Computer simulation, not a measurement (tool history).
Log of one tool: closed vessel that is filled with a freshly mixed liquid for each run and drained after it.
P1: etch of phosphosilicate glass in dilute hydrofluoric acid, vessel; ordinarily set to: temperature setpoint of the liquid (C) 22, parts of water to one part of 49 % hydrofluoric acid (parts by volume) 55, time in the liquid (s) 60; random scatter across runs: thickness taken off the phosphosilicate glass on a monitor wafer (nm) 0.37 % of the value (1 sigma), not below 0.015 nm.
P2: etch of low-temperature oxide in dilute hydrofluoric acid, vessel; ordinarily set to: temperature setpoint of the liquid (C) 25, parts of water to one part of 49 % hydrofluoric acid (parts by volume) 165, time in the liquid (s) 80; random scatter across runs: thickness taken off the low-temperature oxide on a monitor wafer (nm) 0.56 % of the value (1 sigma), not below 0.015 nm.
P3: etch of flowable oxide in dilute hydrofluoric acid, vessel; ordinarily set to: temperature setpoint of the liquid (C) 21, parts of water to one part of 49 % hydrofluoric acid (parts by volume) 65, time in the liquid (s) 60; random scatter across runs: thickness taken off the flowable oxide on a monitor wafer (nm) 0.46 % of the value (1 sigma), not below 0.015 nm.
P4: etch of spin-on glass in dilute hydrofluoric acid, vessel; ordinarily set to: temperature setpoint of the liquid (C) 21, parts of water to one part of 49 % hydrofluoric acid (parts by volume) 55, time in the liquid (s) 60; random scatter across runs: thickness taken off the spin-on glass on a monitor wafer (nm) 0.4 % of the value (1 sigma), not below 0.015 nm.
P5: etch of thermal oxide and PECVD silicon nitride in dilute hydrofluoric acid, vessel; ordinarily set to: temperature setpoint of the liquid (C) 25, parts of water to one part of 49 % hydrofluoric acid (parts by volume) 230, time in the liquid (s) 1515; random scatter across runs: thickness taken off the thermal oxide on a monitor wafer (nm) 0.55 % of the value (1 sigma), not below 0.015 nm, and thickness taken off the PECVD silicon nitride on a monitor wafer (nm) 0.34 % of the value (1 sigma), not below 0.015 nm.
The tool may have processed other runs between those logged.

| run | hour | process that ran | temperature setpoint of the liquid (C) | parts of water to one part of 49 % hydrofluoric acid (parts by volume) | time in the liquid (s) | hours since the thermometer was replaced | hours since the hydrofluoric acid flow meter was replaced | thickness taken off the phosphosilicate glass on a monitor wafer (nm) | thickness taken off the flowable oxide on a monitor wafer (nm) | thickness taken off the spin-on glass on a monitor wafer (nm) | thickness taken off the low-temperature oxide on a monitor wafer (nm) | thickness taken off the thermal oxide on a monitor wafer (nm) | thickness taken off the PECVD silicon nitride on a monitor wafer (nm) |
|---|---|---|---|---|---|---|---|---|---|---|---|---|---|
| 1 | 14.8 | P1 | 22 | 55 | 60 | 770.4 | 504.6 | 65.449 |  |  |  |  |  |
| 2 | 22.6 | P3 | 21 | 25 | 60 | 778.2 | 512.4 |  | 66.291 |  |  |  |  |
| 3 | 39.6 | P1 | 22 | 55 | 60 | 795.2 | 529.4 | 65.624 |  |  |  |  |  |
| 4 | 54.8 | P4 | 17 | 55 | 60 | 810.4 | 544.6 |  |  | 38.491 |  |  |  |
| 5 | 63.3 | P1 | 22 | 55 | 60 | 818.9 | 553.1 | 65.390 |  |  |  |  |  |
| 6 | 80.4 | P1 | 22 | 100 | 60 | 836.0 | 570.2 | 34.228 |  |  |  |  |  |
| 7 | 89.2 | P2 | 25 | 75 | 80 | 844.8 | 579.0 |  |  |  | 27.6950 |  |  |
| 8 | 101.1 | P1 | 17 | 55 | 60 | 856.7 | 590.9 | 52.921 |  |  |  |  |  |
| 9 | 111.1 | P1 | 22 | 55 | 60 | 866.7 | 600.9 | 66.208 |  |  |  |  |  |
| 10 | 127.5 | P4 | 21 | 55 | 30 | 883.1 | 617.3 |  |  | 22.843 |  |  |  |
| 11 | 139.5 | P1 | 22 | 55 | 60 | 895.1 | 629.3 | 65.805 |  |  |  |  |  |
| 12 | 154.5 | P3 | 21 | 65 | 30 | 910.1 | 644.3 |  | 12.223 |  |  |  |  |
| 13 | 164.0 | P4 | 21 | 55 | 60 | 919.6 | 653.8 |  |  | 45.929 |  |  |  |
| 14 | 176.3 | P5 | 29 | 230 | 1515 | 931.9 | 666.1 |  |  |  |  | 31.144 | 15.2260 |
| 15 | 186.8 | P1 | 22 | 55 | 30 | 942.4 | 676.6 | 32.705 |  |  |  |  |  |
| 16 | 202.0 | P2 | 25 | 165 | 130 | 957.6 | 691.8 |  |  |  | 18.4510 |  |  |
| 17 | 213.9 | P2 | 25 | 165 | 80 | 969.5 | 703.7 |  |  |  | 11.2550 |  |  |
|  | 221.0 | thermometer replaced |
| 18 | 230.2 | P5 | 25 | 375 | 1515 | 9.3 | 720.0 |  |  |  |  | 14.338 | 7.3781 |
| 19 | 240.7 | P1 | 22 | 100 | 30 | 19.8 | 730.5 | 17.057 |  |  |  |  |  |
|  | 250.5 | hydrofluoric acid flow meter replaced |
| 20 | 251.0 | P1 | 22 | 30 | 60 | 30.1 | 0.5 | 124.280 |  |  |  |  |  |
| 21 | 263.2 | P2 | 19 | 165 | 80 | 42.3 | 12.7 |  |  |  | 8.9231 |  |  |
| 22 | 279.4 | P1 | 22 | 55 | 100 | 58.5 | 28.9 | 108.490 |  |  |  |  |  |
| 23 | 294.2 | P1 | 26 | 55 | 60 | 73.3 | 43.7 | 77.510 |  |  |  |  |  |

Run 24 has not been measured yet. What should we expect?
| 24 | 306.4 | P4 | 21 | 55 | 60 | 85.5 | 55.9 |  |  | ? |  |  |  |

thickness taken off the spin-on glass on a monitor wafer (nm): 45.858
